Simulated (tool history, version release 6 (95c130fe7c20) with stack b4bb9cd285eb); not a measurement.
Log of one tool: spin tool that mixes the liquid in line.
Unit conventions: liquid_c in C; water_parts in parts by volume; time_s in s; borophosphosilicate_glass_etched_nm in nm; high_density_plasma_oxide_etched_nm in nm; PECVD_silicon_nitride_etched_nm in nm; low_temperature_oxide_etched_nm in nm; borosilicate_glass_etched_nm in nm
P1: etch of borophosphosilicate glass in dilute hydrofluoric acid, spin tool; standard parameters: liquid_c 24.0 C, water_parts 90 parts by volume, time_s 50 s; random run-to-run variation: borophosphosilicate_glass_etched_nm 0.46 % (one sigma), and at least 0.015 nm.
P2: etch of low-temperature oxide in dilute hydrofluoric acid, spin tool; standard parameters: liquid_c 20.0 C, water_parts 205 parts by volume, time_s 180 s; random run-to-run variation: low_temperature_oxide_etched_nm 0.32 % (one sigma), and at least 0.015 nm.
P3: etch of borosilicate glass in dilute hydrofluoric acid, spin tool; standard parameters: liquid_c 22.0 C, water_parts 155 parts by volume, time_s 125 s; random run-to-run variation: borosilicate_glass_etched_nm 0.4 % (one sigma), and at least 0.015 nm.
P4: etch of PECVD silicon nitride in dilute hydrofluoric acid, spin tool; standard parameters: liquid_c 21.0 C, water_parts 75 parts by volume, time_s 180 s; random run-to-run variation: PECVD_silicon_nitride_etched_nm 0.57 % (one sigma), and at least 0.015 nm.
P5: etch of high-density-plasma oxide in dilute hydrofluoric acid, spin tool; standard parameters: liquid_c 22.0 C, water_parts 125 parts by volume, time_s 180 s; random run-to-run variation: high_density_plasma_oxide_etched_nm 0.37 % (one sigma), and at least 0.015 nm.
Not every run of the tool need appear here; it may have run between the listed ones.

| run | hour | process | liquid_c | water_parts | time_s | hours since the thermometer was replaced | hours since the hydrofluoric acid flow meter was replaced | borophosphosilicate_glass_etched_nm | high_density_plasma_oxide_etched_nm | PECVD_silicon_nitride_etched_nm | low_temperature_oxide_etched_nm | borosilicate_glass_etched_nm |
|---|---|---|---|---|---|---|---|---|---|---|---|---|
| 1 | 4.7 | P1 | 24.0 | 90 | 50 | 335.4 | 405.2 | 23.9590 |  |  |  |  |
| 2 | 8.7 | P1 | 24.0 | 160 | 50 | 339.4 | 409.2 | 12.4000 |  |  |  |  |
| 3 | 15.6 | P5 | 22.0 | 210 | 180 | 346.3 | 416.1 |  | 4.7241 |  |  |  |
| 4 | 21.2 | P1 | 24.0 | 90 | 15 | 351.9 | 421.7 | 7.2575 |  |  |  |  |
| 5 | 25.9 | P1 | 24.0 | 90 | 50 | 356.6 | 426.4 | 24.0990 |  |  |  |  |
| 6 | 32.2 | P4 | 21.0 | 75 | 75 | 362.9 | 432.7 |  |  | 4.1382 |  |  |
| 7 | 39.0 | P4 | 21.0 | 75 | 180 | 369.7 | 439.5 |  |  | 9.8294 |  |  |
| 8 | 44.6 | P5 | 22.0 | 125 | 180 | 375.3 | 445.1 |  | 8.7345 |  |  |  |
| 9 | 50.7 | P1 | 24.0 | 90 | 50 | 381.4 | 451.2 | 24.0110 |  |  |  |  |
| 10 | 57.1 | P1 | 24.0 | 90 | 50 | 387.8 | 457.6 | 24.1150 |  |  |  |  |
| 11 | 62.5 | P2 | 20.0 | 305 | 180 | 393.2 | 463.0 |  |  |  | 4.2591 |  |
| 12 | 66.3 | P1 | 24.0 | 90 | 50 | 397.0 | 466.8 | 24.0580 |  |  |  |  |
| 13 | 70.9 | P1 | 24.0 | 90 | 50 | 401.6 | 471.4 | 24.0230 |  |  |  |  |
| 14 | 75.0 | P5 | 22.0 | 125 | 180 | 405.7 | 475.5 |  | 8.6440 |  |  |  |
| 15 | 81.3 | P4 | 17.0 | 75 | 180 | 412.0 | 481.8 |  |  | 7.5410 |  |  |
| 16 | 85.8 | P5 | 17.0 | 125 | 180 | 416.5 | 486.3 |  | 7.0427 |  |  |  |
| 17 | 92.4 | P1 | 24.0 | 90 | 100 | 423.1 | 492.9 | 47.7720 |  |  |  |  |
| 18 | 97.5 | P1 | 20.0 | 90 | 95 | 428.2 | 498.0 | 38.4870 |  |  |  |  |
| 19 | 100.5 | P2 | 20.0 | 205 | 180 | 431.2 | 501.0 |  |  |  | 6.9362 |  |
| 20 | 106.4 | P2 | 17.0 | 205 | 180 | 437.1 | 506.9 |  |  |  | 6.1974 |  |
| 21 | 110.3 | P3 | 22.0 | 155 | 125 | 441.0 | 510.8 |  |  |  |  | 23.278 |
| 22 | 115.0 | P1 | 29.5 | 90 | 50 | 445.7 | 515.5 | 29.6920 |  |  |  |  |
| 23 | 119.5 | P1 | 17.0 | 90 | 50 | 450.2 | 520.0 | 18.1160 |  |  |  |  |
|  | 124.0 | thermometer replaced |
| 24 | 125.3 | P3 | 17.0 | 155 | 125 | 1.4 | 525.8 |  |  |  |  | 18.885 |
| 25 | 129.1 | P2 | 20.0 | 205 | 40 | 5.2 | 529.6 |  |  |  | 1.5443 |  |
| 26 | 135.2 | P5 | 22.0 | 125 | 265 | 11.3 | 535.7 |  | 12.6960 |  |  |  |
| 27 | 141.0 | P1 | 24.0 | 30 | 50 | 17.1 | 541.5 | 77.5010 |  |  |  |  |
| 28 | 146.2 | P4 | 21.0 | 20 | 180 | 22.3 | 546.7 |  |  | 35.7470 |  |  |
| 29 | 151.8 | P1 | 24.0 | 90 | 50 | 27.9 | 552.3 | 24.0470 |  |  |  |  |
| 30 | 158.2 | P3 | 22.0 | 255 | 125 | 34.3 | 558.7 |  |  |  |  | 12.704 |
| 31 | 161.5 | P1 | 19.0 | 90 | 90 | 37.6 | 562.0 | 35.2340 |  |  |  |  |
| 32 | 165.3 | P3 | 22.0 | 155 | 235 | 41.4 | 565.8 |  |  |  |  | 43.977 |
| 33 | 168.5 | P4 | 21.0 | 75 | 180 | 44.6 | 569.0 |  |  | 9.8694 |  |  |
| 34 | 174.9 | P1 | 24.0 | 90 | 50 | 51.0 | 575.4 | 24.1260 |  |  |  |  |
| 35 | 181.8 | P1 | 24.0 | 90 | 50 | 57.9 | 582.3 | 23.2060 |  |  |  |  |
| 36 | 186.1 | P1 | 24.0 | 90 | 50 | 62.2 | 586.6 | 22.9100 |  |  |  |  |
| 37 | 190.9 | P1 | 24.0 | 90 | 50 | 67.0 | 591.4 | 22.7270 |  |  |  |  |
| 38 | 197.5 | P1 | 24.0 | 90 | 50 | 73.6 | 598.0 | 22.6490 |  |  |  |  |
| 39 | 203.0 | P1 | 24.0 | 90 | 50 | 79.1 | 603.5 | 22.6870 |  |  |  |  |
| 40 | 206.3 | P1 | 24.0 | 90 | 50 | 82.4 | 606.8 | 22.7040 |  |  |  |  |
| 41 | 212.3 | P1 | 24.0 | 90 | 50 | 88.4 | 612.8 | 22.8780 |  |  |  |  |

Something has made what P1 gives creep away from where it was; the 2 causes below, each at its own stated size, fit the log equally well:
A: hydrofluoric acid flow below the setpoint (%) = 5.13
B: liquid colder than its thermometer reads (K) = 1.46
At approximately hour 174.9, the process output began to creep.

Consider the 4 single-wafer check runs listed below, results given as question marks: which one distinguishes between the causes by giving clearly different results for each?
| check 1 | 218.3 | P2 | 17.0 | 205 | 180 |  |  |  |  |  | ? |  |
| check 2 | 218.3 | P5 | 18.5 | 195 | 180 |  |  |  | ? |  |  |  |
| check 3 | 218.3 | P4 | 21.0 | 20 | 180 |  |  |  |  | ? |  |  |
| check 4 | 218.3 | P3 | 17.0 | 155 | 125 |  |  |  |  |  |  | ? |

Expected result of each check under each candidate cause:
| check | result | if A | if B |
|---|---|---|---|
| check 1 | low_temperature_oxide_etched_nm | 5.8017 | 5.8261 |
| check 2 | high_density_plasma_oxide_etched_nm | 4.2171 | 4.2371 |
| check 3 | PECVD_silicon_nitride_etched_nm | 33.7900 | 32.0550 |
| check 4 | borosilicate_glass_etched_nm | 17.889 | 17.899 |
Distance between the nearest two causes, measured in the result of the check that separates them most: check 1 0.42 %; check 2 0.47 %; check 3 5.27 %; check 4 0.06 %
Of the check runs offered, only check 3 discriminates between the causes; the rest would read about the same regardless of which cause applies.

Check 3 has now been run. It gave: PECVD_silicon_nitride_etched_nm 31.8620 nm. Which of the candidate causes is it?

Of the candidate causes, it is B: liquid colder than its thermometer reads (K).

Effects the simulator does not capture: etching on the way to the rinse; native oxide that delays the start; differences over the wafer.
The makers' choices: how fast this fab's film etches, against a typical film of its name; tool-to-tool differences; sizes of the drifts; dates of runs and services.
